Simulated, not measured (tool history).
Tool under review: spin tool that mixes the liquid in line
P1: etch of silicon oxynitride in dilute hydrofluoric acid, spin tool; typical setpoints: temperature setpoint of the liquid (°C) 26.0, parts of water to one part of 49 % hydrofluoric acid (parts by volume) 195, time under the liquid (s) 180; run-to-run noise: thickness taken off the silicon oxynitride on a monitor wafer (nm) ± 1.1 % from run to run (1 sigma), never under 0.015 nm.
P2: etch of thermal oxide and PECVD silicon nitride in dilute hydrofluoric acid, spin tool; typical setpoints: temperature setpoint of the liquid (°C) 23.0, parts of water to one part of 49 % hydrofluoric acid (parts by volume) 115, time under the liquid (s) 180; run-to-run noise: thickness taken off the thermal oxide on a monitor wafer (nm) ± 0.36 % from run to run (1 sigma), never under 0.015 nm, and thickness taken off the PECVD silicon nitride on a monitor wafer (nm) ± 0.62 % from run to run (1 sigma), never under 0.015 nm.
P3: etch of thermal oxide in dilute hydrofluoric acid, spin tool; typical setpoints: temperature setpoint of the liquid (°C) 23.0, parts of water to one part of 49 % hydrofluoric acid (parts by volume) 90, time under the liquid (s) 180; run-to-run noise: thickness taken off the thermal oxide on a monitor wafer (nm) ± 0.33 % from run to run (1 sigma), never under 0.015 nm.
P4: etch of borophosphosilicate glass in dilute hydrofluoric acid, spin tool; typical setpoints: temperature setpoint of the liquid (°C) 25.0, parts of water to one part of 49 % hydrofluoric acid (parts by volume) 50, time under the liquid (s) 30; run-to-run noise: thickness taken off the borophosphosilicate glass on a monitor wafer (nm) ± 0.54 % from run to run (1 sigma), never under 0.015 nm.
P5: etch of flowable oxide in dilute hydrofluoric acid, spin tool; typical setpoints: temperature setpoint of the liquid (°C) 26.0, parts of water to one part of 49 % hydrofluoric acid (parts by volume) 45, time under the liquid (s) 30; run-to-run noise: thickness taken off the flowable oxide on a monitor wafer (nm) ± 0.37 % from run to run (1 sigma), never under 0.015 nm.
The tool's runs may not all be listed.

run,hour,process that ran,temperature setpoint of the liquid (°C),parts of water to one part of 49 % hydrofluoric acid (parts by volume),time under the liquid (s),thickness taken off the silicon oxynitride on a monitor wafer (nm),thickness taken off the thermal oxide on a monitor wafer (nm),thickness taken off the PECVD silicon nitride on a monitor wafer (nm),thickness taken off the flowable oxide on a monitor wafer (nm),thickness taken off the borophosphosilicate glass on a monitor wafer (nm)
1,8.5,P1,26.0,195,180,1.95910,,,,
2,15.7,P2,23.0,60,180,,13.96500,8.11540,,
3,27.2,P5,26.0,45,30,,,,33.353,
4,37.6,P3,23.0,90,180,,9.15910,,,
5,47.1,P4,25.0,30,30,,,,,46.953
6,55.2,P1,26.0,195,180,1.98830,,,,
7,61.8,P5,26.0,45,55,,,,61.186,
8,70.5,P1,26.0,195,100,1.10850,,,,
9,80.1,P3,23.0,90,55,,2.78130,,,
10,87.8,P1,26.0,195,180,2.02200,,,,
11,93.8,P2,23.0,115,15,,0.57457,0.36185,,
12,105.4,P4,25.0,50,30,,,,,27.558
13,116.3,P4,20.5,50,30,,,,,22.788
14,123.4,P1,26.0,280,180,1.32050,,,,
15,131.9,P1,21.0,290,180,0.99145,,,,
16,138.3,P1,26.0,195,340,3.74340,,,,
17,148.0,P4,25.0,50,15,,,,,13.732
18,154.8,P2,17.0,115,180,,5.32640,2.82430,,
19,160.8,P1,26.0,195,180,1.96830,,,,
20,173.3,P5,26.0,25,30,,,,62.003,
21,183.9,P1,26.0,195,180,2.01750,,,,
22,193.1,P3,23.0,125,180,,6.30540,,,
23,201.3,P1,26.0,85,180,5.09370,,,,
24,213.9,P1,18.0,195,180,1.34780,,,,
25,225.7,P3,17.0,90,180,,7.09510,,,
26,235.7,P1,32.0,195,180,2.60320,,,,
27,241.4,P2,23.0,115,180,,6.83900,4.22140,,
28,249.9,P5,32.5,45,30,,,,43.150,
29,257.9,P1,26.0,195,180,2.01770,,,,
30,268.9,P1,26.0,195,180,2.05710,,,,
31,275.7,P1,26.0,195,180,2.10480,,,,
32,284.9,P1,26.0,195,180,2.08410,,,,
33,292.6,P1,26.0,195,180,2.11220,,,,
34,300.7,P1,26.0,195,180,2.14750,,,,
35,307.2,P1,26.0,195,180,2.14620,,,,
36,316.4,P1,26.0,195,180,2.12590,,,,
37,329.0,P1,26.0,195,180,2.16460,,,,
38,335.9,P1,26.0,195,180,2.17420,,,,

Something has made what P1 gives creep away from where it was; the 2 causes below, each at its own stated size, fit the log equally well:
A: hydrofluoric acid flow above the setpoint (%) = 7.02
B: liquid hotter than its thermometer reads (K) = 1.8
The process output started creeping at around hour 257.9.

4 check runs are offered, one wafer each, their results left as question marks. Which one tells the causes apart?
check 1,342.8,P5,26.0,45,30,,,,?,
check 2,342.8,P2,23.0,115,180,,?,?,,
check 3,342.8,P4,25.0,50,30,,,,,?
check 4,342.8,P3,23.0,90,180,,?,,,

Predicted outcomes, by check and by cause:
check,result,if A,if B
check 1,thickness taken off the flowable oxide on a monitor wafer (nm),35.843,35.870
check 2,thickness taken off the thermal oxide on a monitor wafer (nm),7.37770,7.33280
check 2,thickness taken off the PECVD silicon nitride on a monitor wafer (nm),4.54190,4.78040
check 3,thickness taken off the borophosphosilicate glass on a monitor wafer (nm),29.651,29.671
check 4,thickness taken off the thermal oxide on a monitor wafer (nm),9.85600,9.82520
Separation of the two closest causes in each check, using whichever result separates them best: check 1 0.08 %; check 2 5.12 %; check 3 0.07 %; check 4 0.31 %
Check 2 tells the causes apart: in the others they would give nearly the same result.

Check 2 was then run and gave: thickness taken off the thermal oxide on a monitor wafer (nm) 7.37840; thickness taken off the PECVD silicon nitride on a monitor wafer (nm) 4.54940. Which cause is it?

It was cause A: hydrofluoric acid flow above the setpoint (%).

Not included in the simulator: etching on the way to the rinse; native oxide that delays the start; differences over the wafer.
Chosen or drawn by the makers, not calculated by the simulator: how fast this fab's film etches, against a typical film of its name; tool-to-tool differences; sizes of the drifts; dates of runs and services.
